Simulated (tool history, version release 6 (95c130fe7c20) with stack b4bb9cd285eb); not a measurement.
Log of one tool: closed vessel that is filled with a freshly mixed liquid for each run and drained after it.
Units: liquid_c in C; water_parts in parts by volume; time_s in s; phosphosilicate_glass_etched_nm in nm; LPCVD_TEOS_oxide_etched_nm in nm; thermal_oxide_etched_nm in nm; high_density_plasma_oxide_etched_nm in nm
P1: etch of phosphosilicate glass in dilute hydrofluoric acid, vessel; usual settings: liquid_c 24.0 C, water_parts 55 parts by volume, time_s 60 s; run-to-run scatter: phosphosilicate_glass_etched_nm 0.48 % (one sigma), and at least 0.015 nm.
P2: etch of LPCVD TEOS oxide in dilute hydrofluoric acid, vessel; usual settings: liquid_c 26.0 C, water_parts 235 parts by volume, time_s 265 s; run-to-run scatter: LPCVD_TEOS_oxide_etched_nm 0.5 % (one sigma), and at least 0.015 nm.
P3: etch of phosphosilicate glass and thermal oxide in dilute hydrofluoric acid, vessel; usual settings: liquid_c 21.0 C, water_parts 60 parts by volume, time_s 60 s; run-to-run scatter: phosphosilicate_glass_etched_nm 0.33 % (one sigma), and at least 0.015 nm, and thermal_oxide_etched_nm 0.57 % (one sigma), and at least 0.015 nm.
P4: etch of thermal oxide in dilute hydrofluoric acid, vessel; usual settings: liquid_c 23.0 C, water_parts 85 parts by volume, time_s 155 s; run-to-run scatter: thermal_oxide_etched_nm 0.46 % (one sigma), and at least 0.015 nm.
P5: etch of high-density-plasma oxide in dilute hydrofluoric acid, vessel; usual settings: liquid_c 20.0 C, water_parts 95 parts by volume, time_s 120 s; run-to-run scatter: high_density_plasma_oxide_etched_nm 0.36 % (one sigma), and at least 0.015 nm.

run	hour	process	liquid_c	water_parts	time_s	hours since the thermometer was replaced	hours since the hydrofluoric acid flow meter was replaced	phosphosilicate_glass_etched_nm	LPCVD_TEOS_oxide_etched_nm	thermal_oxide_etched_nm	high_density_plasma_oxide_etched_nm
1	7.4	P1	24.0	55	60	246.4	334.2	226.180			
2	18.4	P2	26.0	235	45	257.4	345.2		8.6544		
3	28.6	P3	21.0	60	90	267.6	355.4	190.390		6.7073	
4	35.7	P4	23.0	85	155	274.7	362.5			8.4273	
5	43.2	P5	20.0	30	120	282.2	370.0				20.3900
6	53.0	P5	17.0	95	120	292.0	379.8				5.3130
7	63.7	P1	24.0	55	60	302.7	390.5	225.880			
8	73.0	P1	30.0	75	60	312.0	399.8	201.960			
9	80.6	P5	20.0	95	30	319.6	407.4				1.4936
10	85.9	P2	26.0	330	265	324.9	412.7		32.8960		
11	94.7	P4	23.0	150	155	333.7	421.5			4.4288	
12	100.2	P1	24.0	55	60	339.2	427.0	227.070			
13	105.2	P4	31.0	85	155	344.2	432.0			11.4640	
14	111.5	P4	23.0	85	155	350.5	438.3			8.4787	
15	119.6	P5	20.0	95	120	358.6	446.4				5.9069
16	129.5	P1	24.0	55	120	368.5	456.3	450.170			
17	135.3	P1	24.0	30	60	374.3	462.1	427.890			
18	140.9	P3	17.0	60	60	379.9	467.7	107.550		3.7704	
19	151.7	P2	26.0	235	265	390.7	478.5		50.6030		
20	160.6	P1	28.0	55	60	399.6	487.4	262.980			
21	166.9	P1	24.0	55	60	405.9	493.7	225.760			
22	178.4	P4	23.0	85	305	417.4	505.2			16.4910	
23	184.4	P1	20.5	55	60	423.4	511.2	194.060			
24	191.1	P1	24.0	80	60	430.1	517.9	150.930			
25	197.7	P2	34.0	235	265	436.7	524.5		65.8280		
26	207.3	P1	24.0	55	60	446.3	534.1	223.890			
27	215.0	P3	21.0	110	60	454.0	541.8	65.082		2.3390	
28	221.9	P1	24.0	55	30	460.9	548.7	112.260			
29	230.0	P3	21.0	60	60	469.0	556.8	127.620		4.4964	
30	236.9	P2	26.0	235	265	475.9	563.7		50.5800		
31	242.4	P1	24.0	55	60	481.4	569.2	225.150			
32	251.7	P1	24.0	55	60	490.7	578.5	215.200			
33	257.6	P1	24.0	55	60	496.6	584.4	212.550			
34	268.4	P1	24.0	55	60	507.4	595.2	209.830			
35	277.3	P1	24.0	55	60	516.3	604.1	208.800			
36	287.9	P1	24.0	55	60	526.9	614.7	208.320			
37	297.4	P1	24.0	55	60	536.4	624.2	206.160			
38	302.8	P1	24.0	55	60	541.8	629.6	209.250			

What P1 gives has crept away from where it was. These 2 causes fit the log equally well, each at the size given:
A: hydrofluoric acid flow below the setpoint (%) = 7.28
B: liquid colder than its thermometer reads (K) = 1.97
The creep began at about hour 242.4.

4 check runs are offered, each on 2 wafers whose results are averaged, their results left as question marks. Which one tells the causes apart?
check 1	308.2	P2	33.0	235	125				?		
check 2	308.2	P3	17.0	60	85			?		?	
check 3	308.2	P4	26.5	85	220					?	
check 4	308.2	P5	20.0	65	120						?

What each check would give under each cause:
check	result	if A	if B
check 1	LPCVD_TEOS_oxide_etched_nm	27.5140	28.4560
check 2	phosphosilicate_glass_etched_nm	140.500	139.790
check 2	thermal_oxide_etched_nm	4.9423	4.9174
check 3	thermal_oxide_etched_nm	12.6540	12.7370
check 4	high_density_plasma_oxide_etched_nm	8.3130	8.2967
How far apart the two closest causes lie, in the result that separates them most: check 1 3.36 %; check 2 0.51 %; check 3 0.65 %; check 4 0.2 %
Only check 1 tells the causes apart: in the others they would give nearly the same result.

Then check 1 was run and gave: LPCVD_TEOS_oxide_etched_nm 28.5270 nm. Which cause is it?

It is B: liquid colder than its thermometer reads (K).
